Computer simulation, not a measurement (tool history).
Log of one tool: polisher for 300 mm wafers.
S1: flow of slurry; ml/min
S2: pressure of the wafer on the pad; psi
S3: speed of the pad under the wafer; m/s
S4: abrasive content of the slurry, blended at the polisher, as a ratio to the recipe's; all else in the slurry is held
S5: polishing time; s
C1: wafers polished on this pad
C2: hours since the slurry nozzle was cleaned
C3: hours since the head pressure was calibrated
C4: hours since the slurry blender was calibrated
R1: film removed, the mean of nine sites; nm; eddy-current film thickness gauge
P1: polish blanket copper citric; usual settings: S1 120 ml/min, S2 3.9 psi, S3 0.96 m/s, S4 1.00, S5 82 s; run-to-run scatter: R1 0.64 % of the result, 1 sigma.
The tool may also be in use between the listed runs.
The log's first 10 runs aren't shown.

Run 11, hour 86.6: S1 120 ml/min, S2 3.9 psi, S3 0.96 m/s, S4 1.30, S5 82 s; C1 974; C2 259.2; C3 792.5; C4 43.6. Result: R1 244.73 nm.
Run 12, hour 96.6: S1 180 ml/min, S2 3.9 psi, S3 0.96 m/s, S4 0.55, S5 82 s; C1 1034; C2 269.2; C3 802.5; C4 53.6. Result: R1 215.17 nm.
Run 13, hour 105.4: S1 120 ml/min, S2 3.9 psi, S3 0.96 m/s, S4 1.00, S5 82 s; C1 1086; C2 278.0; C3 811.3; C4 62.4. Result: R1 227.44 nm.
Run 14, hour 112.1: S1 120 ml/min, S2 2.1 psi, S3 0.96 m/s, S4 1.00, S5 82 s; C1 1126; C2 284.7; C3 818.0; C4 69.1. Result: R1 125.51 nm.
Run 15, hour 117.9: S1 120 ml/min, S2 3.9 psi, S3 0.44 m/s, S4 1.00, S5 82 s; C1 1161; C2 290.5; C3 823.8; C4 74.9. Result: R1 106.38 nm.
Run 16, hour 123.1: S1 120 ml/min, S2 3.9 psi, S3 1.44 m/s, S4 1.35, S5 82 s; C1 1192; C2 295.7; C3 829.0; C4 80.1. Result: R1 361.72 nm.
Run 17, hour 128.0: S1 120 ml/min, S2 3.9 psi, S3 0.96 m/s, S4 1.00, S5 82 s; C1 1221; C2 300.6; C3 833.9; C4 85.0. Result: R1 226.39 nm.
Run 18, hour 136.3: S1 120 ml/min, S2 3.9 psi, S3 0.96 m/s, S4 1.00, S5 37 s; C1 1270; C2 308.9; C3 842.2; C4 93.3. Result: R1 102.69 nm.
Run 19, hour 144.3: S1 120 ml/min, S2 3.9 psi, S3 1.48 m/s, S4 1.00, S5 82 s; C1 1318; C2 316.9; C3 850.2; C4 101.3. Result: R1 346.22 nm.
Run 20, hour 151.3: S1 120 ml/min, S2 5.5 psi, S3 0.96 m/s, S4 1.00, S5 82 s; C1 1360; C2 323.9; C3 857.2; C4 108.3. Result: R1 321.44 nm.
Run 21, hour 160.1: S1 120 ml/min, S2 3.9 psi, S3 0.96 m/s, S4 1.00, S5 82 s; C1 1412; C2 332.7; C3 866.0; C4 117.1. Result: R1 227.73 nm.
Run 22, hour 166.5: S1 120 ml/min, S2 3.9 psi, S3 0.96 m/s, S4 1.00, S5 82 s; C1 1450; C2 339.1; C3 872.4; C4 123.5. Result: R1 222.80 nm.
Run 23, hour 175.9: S1 120 ml/min, S2 3.9 psi, S3 0.96 m/s, S4 1.00, S5 82 s; C1 1506; C2 348.5; C3 881.8; C4 132.9. Result: R1 217.62 nm.
Run 24, hour 185.6: S1 120 ml/min, S2 3.9 psi, S3 0.96 m/s, S4 1.00, S5 82 s; C1 1564; C2 358.2; C3 891.5; C4 142.6. Result: R1 212.12 nm.
At hour 188.7: head pressure recalibrated.
Run 25, hour 191.8: S1 120 ml/min, S2 3.9 psi, S3 0.96 m/s, S4 1.00, S5 82 s; C1 1601; C2 364.4; C3 3.2; C4 148.8. Result: R1 211.00 nm.
Run 26, hour 200.2: S1 120 ml/min, S2 3.9 psi, S3 0.96 m/s, S4 1.00, S5 82 s; C1 1651; C2 372.8; C3 11.6; C4 157.2. Result: R1 207.77 nm.
Run 27, hour 210.4: S1 120 ml/min, S2 3.9 psi, S3 0.96 m/s, S4 1.00, S5 82 s; C1 1712; C2 383.0; C3 21.8; C4 167.4. Result: R1 204.28 nm.
Run 28, hour 215.2: S1 120 ml/min, S2 3.9 psi, S3 0.96 m/s, S4 1.00, S5 82 s; C1 1740; C2 387.8; C3 26.6; C4 172.2. Result: R1 205.96 nm.

Run 29 comes next. What will it give?
At hour 218.8: slurry blender recalibrated.
Run 29, hour 222.9: S1 120 ml/min, S2 3.9 psi, S3 0.96 m/s, S4 1.00, S5 82 s; C1 1786; C2 395.5; C3 34.3; C4 4.1. Result: R1 ?.

Run 29 gave R1 205.32 nm.
